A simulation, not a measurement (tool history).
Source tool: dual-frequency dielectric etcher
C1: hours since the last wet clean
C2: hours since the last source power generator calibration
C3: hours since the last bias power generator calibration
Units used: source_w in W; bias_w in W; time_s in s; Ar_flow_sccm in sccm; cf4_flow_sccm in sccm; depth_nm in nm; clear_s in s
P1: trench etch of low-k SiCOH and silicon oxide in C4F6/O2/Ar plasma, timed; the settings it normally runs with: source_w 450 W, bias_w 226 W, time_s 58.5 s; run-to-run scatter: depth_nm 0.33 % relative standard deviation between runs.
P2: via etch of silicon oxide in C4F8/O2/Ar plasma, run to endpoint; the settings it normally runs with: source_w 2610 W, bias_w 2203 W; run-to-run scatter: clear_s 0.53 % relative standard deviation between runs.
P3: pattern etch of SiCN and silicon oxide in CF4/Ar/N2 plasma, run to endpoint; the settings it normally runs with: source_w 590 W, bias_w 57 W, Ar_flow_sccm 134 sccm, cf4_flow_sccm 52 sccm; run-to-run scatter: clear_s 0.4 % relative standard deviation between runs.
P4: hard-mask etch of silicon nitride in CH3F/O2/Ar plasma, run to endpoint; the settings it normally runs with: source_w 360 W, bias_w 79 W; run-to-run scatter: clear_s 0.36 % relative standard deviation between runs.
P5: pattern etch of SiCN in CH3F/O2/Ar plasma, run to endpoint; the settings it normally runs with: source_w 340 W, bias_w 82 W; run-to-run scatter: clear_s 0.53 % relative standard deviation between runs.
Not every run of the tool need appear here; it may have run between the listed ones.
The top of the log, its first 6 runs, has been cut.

run 7 hour=90.5 | process=P3 source_w=590 bias_w=57 Ar_flow_sccm=134 cf4_flow_sccm=52 | C1=309.9 C2=1385.6 C3=1204.4 | clear_s=16.489
run 8 hour=103.7 | process=P1 source_w=590 bias_w=226 time_s=58.5 | C1=323.1 C2=1398.8 C3=1217.6 | depth_nm=236.40
-- hour=105.8 bias power generator calibrated
run 9 hour=113.2 | process=P3 source_w=750 bias_w=57 Ar_flow_sccm=134 cf4_flow_sccm=52 | C1=332.6 C2=1408.3 C3=7.5 | clear_s=13.359
run 10 hour=123.8 | process=P2 source_w=2610 bias_w=2203 | C1=343.2 C2=1418.9 C3=18.1 | clear_s=220.440
run 11 hour=138.3 | process=P1 source_w=450 bias_w=226 time_s=78.5 | C1=357.7 C2=1433.4 C3=32.6 | depth_nm=287.91
run 12 hour=149.7 | process=P4 source_w=360 bias_w=79 | C1=369.1 C2=1444.8 C3=44.0 | clear_s=64.641
run 13 hour=158.7 | process=P3 source_w=590 bias_w=35 Ar_flow_sccm=134 cf4_flow_sccm=52 | C1=378.1 C2=1453.8 C3=53.0 | clear_s=19.368
run 14 hour=169.8 | process=P1 source_w=360 bias_w=226 time_s=35.0 | C1=389.2 C2=1464.9 C3=64.1 | depth_nm=117.62
run 15 hour=181.6 | process=P5 source_w=340 bias_w=52 | C1=401.0 C2=1476.7 C3=75.9 | clear_s=21.605
run 16 hour=194.5 | process=P2 source_w=1550 bias_w=2203 | C1=413.9 C2=1489.6 C3=88.8 | clear_s=271.980
run 17 hour=204.9 | process=P1 source_w=320 bias_w=297 time_s=58.5 | C1=424.3 C2=1500.0 C3=99.2 | depth_nm=206.21
run 18 hour=218.5 | process=P4 source_w=360 bias_w=53 | C1=437.9 C2=1513.6 C3=112.8 | clear_s=73.882
run 19 hour=232.8 | process=P1 source_w=450 bias_w=226 time_s=32.0 | C1=452.2 C2=1527.9 C3=127.1 | depth_nm=116.84
run 20 hour=241.4 | process=P2 source_w=2610 bias_w=2203 | C1=460.8 C2=1536.5 C3=135.7 | clear_s=221.790
run 21 hour=256.2 | process=P1 source_w=450 bias_w=226 time_s=58.5 | C1=475.6 C2=1551.3 C3=150.5 | depth_nm=215.75
run 22 hour=265.8 | process=P2 source_w=2610 bias_w=1446 | C1=485.2 C2=1560.9 C3=160.1 | clear_s=247.180
run 23 hour=280.4 | process=P1 source_w=450 bias_w=177 time_s=58.5 | C1=499.8 C2=1575.5 C3=174.7 | depth_nm=198.10
run 24 hour=294.7 | process=P5 source_w=340 bias_w=82 | C1=514.1 C2=1589.8 C3=189.0 | clear_s=18.351
run 25 hour=303.8 | process=P1 source_w=280 bias_w=226 time_s=58.5 | C1=523.2 C2=1598.9 C3=198.1 | depth_nm=178.55
run 26 hour=321.8 | process=P1 source_w=450 bias_w=275 time_s=58.5 | C1=541.2 C2=1616.9 C3=216.1 | depth_nm=227.78
run 27 hour=338.4 | process=P3 source_w=590 bias_w=57 Ar_flow_sccm=134 cf4_flow_sccm=62 | C1=557.8 C2=1633.5 C3=232.7 | clear_s=15.998
run 28 hour=353.5 | process=P5 source_w=460 bias_w=82 | C1=572.9 C2=1648.6 C3=247.8 | clear_s=16.397
run 29 hour=363.8 | process=P1 source_w=450 bias_w=226 time_s=58.5 | C1=583.2 C2=1658.9 C3=258.1 | depth_nm=213.25
run 30 hour=374.4 | process=P1 source_w=450 bias_w=226 time_s=58.5 | C1=593.8 C2=1669.5 C3=268.7 | depth_nm=213.35

Run 31 comes next. What will it give?
run 31 hour=383.8 | process=P1 source_w=450 bias_w=226 time_s=58.5 | C1=603.2 C2=1678.9 C3=278.1 | depth_nm=?

{"run 31": {"depth_nm": 213.43}}
